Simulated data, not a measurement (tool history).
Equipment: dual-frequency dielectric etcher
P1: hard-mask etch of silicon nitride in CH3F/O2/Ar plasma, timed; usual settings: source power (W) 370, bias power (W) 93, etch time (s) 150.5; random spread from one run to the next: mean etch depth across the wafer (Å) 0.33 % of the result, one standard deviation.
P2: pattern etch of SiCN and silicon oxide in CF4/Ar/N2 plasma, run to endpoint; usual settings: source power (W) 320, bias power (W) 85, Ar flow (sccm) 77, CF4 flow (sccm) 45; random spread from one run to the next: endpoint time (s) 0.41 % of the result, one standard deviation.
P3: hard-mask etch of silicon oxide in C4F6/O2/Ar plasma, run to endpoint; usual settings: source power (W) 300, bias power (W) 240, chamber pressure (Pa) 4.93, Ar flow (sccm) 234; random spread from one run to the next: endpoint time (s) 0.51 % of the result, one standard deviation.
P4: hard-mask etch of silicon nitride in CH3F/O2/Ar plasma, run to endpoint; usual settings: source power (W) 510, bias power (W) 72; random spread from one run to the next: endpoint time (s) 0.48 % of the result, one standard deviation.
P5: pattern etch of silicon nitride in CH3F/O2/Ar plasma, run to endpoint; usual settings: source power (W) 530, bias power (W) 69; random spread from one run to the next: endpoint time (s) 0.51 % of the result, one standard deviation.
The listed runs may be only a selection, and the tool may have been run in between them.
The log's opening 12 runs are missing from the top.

| run | day | process that ran | source power (W) | bias power (W) | etch time (s) | Ar flow (sccm) | CF4 flow (sccm) | chamber pressure (Pa) | hours since the last wet clean | hours since the last source power generator calibration | hours since the last bias power generator calibration | mean etch depth across the wafer (Å) | endpoint time (s) |
|---|---|---|---|---|---|---|---|---|---|---|---|---|---|
| 13 | 6.104 | P2 | 320 | 85 |  | 77 | 45 |  | 408.4 | 1817.6 | 603.0 |  | 25.734 |
| 14 | 6.746 | P2 | 320 | 59 |  | 77 | 45 |  | 423.8 | 1833.0 | 618.4 |  | 29.432 |
| 15 | 7.500 | P3 | 300 | 240 |  | 234 |  | 4.93 | 441.9 | 1851.1 | 636.5 |  | 90.338 |
| 16 | 7.996 | P1 | 250 | 93 | 150.5 |  |  |  | 453.8 | 1863.0 | 648.4 | 983.93 |  |
| 17 | 8.462 | P1 | 490 | 93 | 150.5 |  |  |  | 465.0 | 1874.2 | 659.6 | 1261.40 |  |
| 18 | 9.208 | P1 | 370 | 93 | 189.5 |  |  |  | 482.9 | 1892.1 | 677.5 | 1437.00 |  |
| 19 | 9.850 | P3 | 300 | 240 |  | 144 |  | 4.93 | 498.3 | 1907.5 | 692.9 |  | 85.417 |
| 20 | 10.300 | P1 | 370 | 93 | 150.5 |  |  |  | 509.1 | 1918.3 | 703.7 | 1135.50 |  |
| 21 | 10.650 | P2 | 390 | 85 |  | 77 | 45 |  | 517.5 | 1926.7 | 712.1 |  | 21.836 |
| 22 | 11.267 | P2 | 320 | 85 |  | 77 | 36 |  | 532.3 | 1941.5 | 726.9 |  | 26.808 |

For run 23, what comes out?
| 23 | 11.925 | P1 | 500 | 93 | 191.0 |  |  |  | 548.1 | 1957.3 | 742.7 | ? |  |

Run 23 came out at mean etch depth across the wafer (Å) 1617.70.

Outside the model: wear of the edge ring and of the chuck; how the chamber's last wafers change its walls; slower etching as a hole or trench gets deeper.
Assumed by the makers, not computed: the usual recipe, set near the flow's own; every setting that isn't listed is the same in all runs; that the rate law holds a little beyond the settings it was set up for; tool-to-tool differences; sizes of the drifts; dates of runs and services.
